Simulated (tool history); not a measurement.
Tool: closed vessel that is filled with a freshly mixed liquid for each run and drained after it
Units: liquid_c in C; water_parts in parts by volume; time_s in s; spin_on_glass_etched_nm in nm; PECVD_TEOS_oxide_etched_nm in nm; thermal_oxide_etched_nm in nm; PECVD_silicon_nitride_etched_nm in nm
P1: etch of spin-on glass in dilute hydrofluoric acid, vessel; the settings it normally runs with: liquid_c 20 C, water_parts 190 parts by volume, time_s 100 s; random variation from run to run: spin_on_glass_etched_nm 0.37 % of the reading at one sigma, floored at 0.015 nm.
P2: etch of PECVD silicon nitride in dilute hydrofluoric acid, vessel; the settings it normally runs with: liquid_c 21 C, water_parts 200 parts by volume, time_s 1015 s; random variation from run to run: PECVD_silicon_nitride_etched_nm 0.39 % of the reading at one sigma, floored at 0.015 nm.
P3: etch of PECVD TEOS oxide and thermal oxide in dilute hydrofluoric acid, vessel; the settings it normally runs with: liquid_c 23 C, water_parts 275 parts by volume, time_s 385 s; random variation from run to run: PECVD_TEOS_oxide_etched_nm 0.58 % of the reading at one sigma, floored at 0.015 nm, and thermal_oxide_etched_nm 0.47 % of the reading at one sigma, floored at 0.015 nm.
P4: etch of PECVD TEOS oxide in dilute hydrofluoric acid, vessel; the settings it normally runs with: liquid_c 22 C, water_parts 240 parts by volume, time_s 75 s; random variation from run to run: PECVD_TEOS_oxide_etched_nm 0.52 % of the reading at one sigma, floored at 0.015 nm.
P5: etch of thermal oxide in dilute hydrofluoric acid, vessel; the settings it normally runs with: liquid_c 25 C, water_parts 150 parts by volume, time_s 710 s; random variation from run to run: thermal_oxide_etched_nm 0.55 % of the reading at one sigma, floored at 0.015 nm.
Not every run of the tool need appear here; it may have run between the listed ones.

run     day  process  liquid_c  water_parts  time_s  hours since the thermometer was replaced  hours since the hydrofluoric acid flow meter was replaced  spin_on_glass_etched_nm  PECVD_TEOS_oxide_etched_nm  thermal_oxide_etched_nm  PECVD_silicon_nitride_etched_nm
  1   0.508       P1        20          190     100                                     967.5                                                      325.4                   12.114
  2   0.896       P3        17          275     385                                     976.8                                                      334.7                                               10.747                   4.2354
  3   1.142       P4        22          240      75                                     982.7                                                      340.6                                               5.4813
  4   1.517       P3        23          275     385                                     991.7                                                      349.6                                               13.531                    5.275
  5   1.829       P1      23.5          190     100                                     999.2                                                      357.1                   13.892
  6   2.283       P4        22          240      75                                    1010.1                                                        368                                               5.4824
  7   2.554       P5        25          150     710                                    1016.6                                                      374.5                                                                        21.949
  8   3.038       P1        20          290     100                                    1028.2                                                      386.1                   7.2424
  9   3.554       P1        20           80      30                                    1040.6                                                      398.5                   9.7236
 10   3.962       P1        20          190     100                                    1050.4                                                      408.3                   12.071
 11   4.383       P1        17           90     100                                    1060.5                                                      418.4                   25.196
 12   4.908       P2        21          300    1015                                    1073.1                                                        431                                                                                                         13.853
 13   5.258       P2        21          200     450                                    1081.5                                                      439.4                                                                                                          9.119
 14   5.525       P5        25          150    1330                                    1087.9                                                      445.8                                                                        40.791
 15   6.046       P4        27          240      75                                    1100.4                                                      458.3                                               6.5622
 16   6.454       P1        17          330     100                                    1110.2                                                      468.1                   5.4889
 17   6.983       P2        21          200    1015                                    1122.9                                                      480.8                                                                                                         20.628
 18   7.292       P5        21          150     710                                    1130.3                                                      488.2                                                                        18.799
 19   7.771       P5        25          220     710                                    1141.8                                                      499.7                                                                        13.993
 20   8.158       P1        20          190     100                                    1151.1                                                        509                   12.035
 21   8.421       P4        22          240     120                                    1157.4                                                      515.3                                               8.8468
 22   8.658       P1        20          190     100                                    1163.1                                                        521                   12.041
 23   9.112       P1        20           95     100                                      1174                                                      531.9                   26.646
 24   9.625       P3        23          275     590                                    1186.3                                                      544.2                                               20.758                   8.0433
 25  10.021       P3        23           95     385                                    1195.8                                                      553.7                                               47.517                    18.56
 26  10.292       P4        22          110      75                                    1202.3                                                      560.2                                               13.791
 27  10.754       P1        20          190     195                                    1213.4                                                      571.3                   23.578
 28  11.212       P2        17          200    1015                                    1224.4                                                      582.3                                                                                                         15.829
 29  11.733       P1        20          190      50                                    1236.9                                                      594.8                   6.0585
 30  12.062       P1        20          190     100                                    1244.8                                                      602.7                   12.124
 31  12.454       P1        17          190     100                                    1254.2                                                      612.1                   10.839
 32  12.733       P1        20          190     100                                    1260.9                                                      618.8                   12.127
 33  13.196       P1        20          190     100                                      1272                                                      629.9                   12.364
 34  13.738       P1        20          190     100                                      1285                                                      642.9                   12.723
 35   14.15       P1        20          190     100                                    1294.9                                                      652.8                   12.847
 36  14.692       P1        20          190     100                                    1307.9                                                      665.8                   12.881
 37  15.092       P1        20          190     100                                    1317.5                                                      675.4                   13.066
 38    15.4       P1        20          190     100                                    1324.9                                                      682.8                   12.951
 39  15.638       P1        20          190     100                                    1330.6                                                      688.5                   12.972
 40  16.029       P1        20          190     100                                      1340                                                      697.9                   13.056
 41  16.567       P1        20          190     100                                    1352.9                                                      710.8                   13.061

Run 42 has not been measured yet. What should we expect?
 42  17.062       P1        20          190     100                                    1364.8                                                      722.7                        ?

{"run 42": {"spin_on_glass_etched_nm": 13.081}}
